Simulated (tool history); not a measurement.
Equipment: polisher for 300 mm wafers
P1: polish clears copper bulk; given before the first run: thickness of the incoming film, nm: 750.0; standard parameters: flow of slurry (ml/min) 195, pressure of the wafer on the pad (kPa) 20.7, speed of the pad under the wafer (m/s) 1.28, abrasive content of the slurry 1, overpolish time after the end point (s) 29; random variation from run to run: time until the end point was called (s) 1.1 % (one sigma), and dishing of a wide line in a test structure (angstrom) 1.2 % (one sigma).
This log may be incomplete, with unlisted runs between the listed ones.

run	hour	flow of slurry (ml/min)	pressure of the wafer on the pad (kPa)	speed of the pad under the wafer (m/s)	abrasive content of the slurry	overpolish time after the end point (s)	time until the end point was called (s)	dishing of a wide line in a test structure (angstrom)
1	6.2	195	20.7	1.28	1	29	54.463	287.68
2	12.6	195	9.7	1.28	1	29	119.72	265.9
3	19.6	195	20.7	0.6	1	29	118.9	284.26
4	29.6	195	26.2	1.56	1	29	36.32	297.51
5	36.8	195	31.7	1.28	1	29	36.065	300.61
6	45	195	20.7	1.28	0.7	29	59.76	286.04
7	53.4	195	20.7	1.74	1	29	41.048	285.43
8	61	195	20.7	1.28	1.45	29	52.237	288.82
9	71	260	20.7	1.28	1	29	54.36	286.15
10	77.4	195	20.7	1.28	1	43	55.672	290.01
11	85.8	195	20.7	1.28	1	29	54.574	289.06
# hour 90.4: slurry blender recalibrated
12	98.8	195	20.7	1.28	1	29	54.716	288.49
13	108.1	195	20.7	1.28	1	9	55.488	272.09
14	119.5	195	20.7	1.28	1	29	54.839	281.91
15	130.4	195	20.7	1.28	1.35	54	52.84	288.58
16	140	195	29	1.28	0.8	29	41.803	294.44
17	147.5	115	20.7	1.28	1	29	60.33	285.97
18	155.2	195	20.7	1.28	1	29	55.893	286.73
19	163.9	195	20.7	1.28	1	29	56.835	290.26
20	170.3	195	20.7	1.28	1	29	56.835	291.53
21	183.5	195	20.7	1.28	1	29	58.284	288.98
22	193.2	195	20.7	1.28	1	29	59.702	286.38
# hour 200.6: slurry blender recalibrated
# hour 203.5: head pressure recalibrated
23	204.9	195	20.7	1.28	1	29	57.699	291.1
24	213.9	195	20.7	1.28	1	29	59.893	284.37
25	221.9	195	20.7	1.28	1	29	58.789	291.15
26	234.1	195	20.7	1.28	1	29	57.607	284.69

What P1 gives has crept off from where it sat before. The 2 causes that follow fit the log equally well, each at the size noted:
A: removal rate lost through wear of the pad, % = 5.92
B: slurry flow missing at the pad, % = 31.5
At approximately hour 155.2, the process output began to creep.
Ruled out, with reasons:
head's pressure below its setpoint, %: its service at hour 203.5 followed the start of the drift and did not put the process back to its old value
abrasive missing from the slurry, %: its service at hour 200.6 followed the start of the drift and did not put the process back to its old value

Of the 4 check runs below, each run on 5 wafers with the results averaged and each result still a question mark, which one would tell the listed causes apart?
check 1	246.3	195	25.5	1.28	1.45	29	?	?
check 2	246.3	195	20.7	1.28	1.35	29	?	?
check 3	246.3	115	10.3	1.28	1	29	?	?
check 4	246.3	195	30.3	1.28	1.45	29	?	?

What each check would give under each cause:
check	result	if A	if B
check 1	time until the end point was called (s)	44.065	44.06
check 1	dishing of a wide line in a test structure (angstrom)	293.43	293.43
check 2	time until the end point was called (s)	55.218	55.213
check 2	dishing of a wide line in a test structure (angstrom)	288.11	288.11
check 3	time until the end point was called (s)	129.21	134.09
check 3	dishing of a wide line in a test structure (angstrom)	262.58	262.25
check 4	time until the end point was called (s)	37.054	37.051
check 4	dishing of a wide line in a test structure (angstrom)	297.22	297.22
Smallest distance between any two causes, each pair judged by its most separating result, in per cent: check 1 0.01 %; check 2 0.01 %; check 3 3.71 %; check 4 0.01 %
The other checks would show nearly matching results whichever cause is true, so check 3 is the only one that separates the causes.

Check 3 was then run and gave: time until the end point was called (s) 128.94; dishing of a wide line in a test structure (angstrom) 262.63. Which cause is it?

The correct cause is A, namely: removal rate lost through wear of the pad, %.
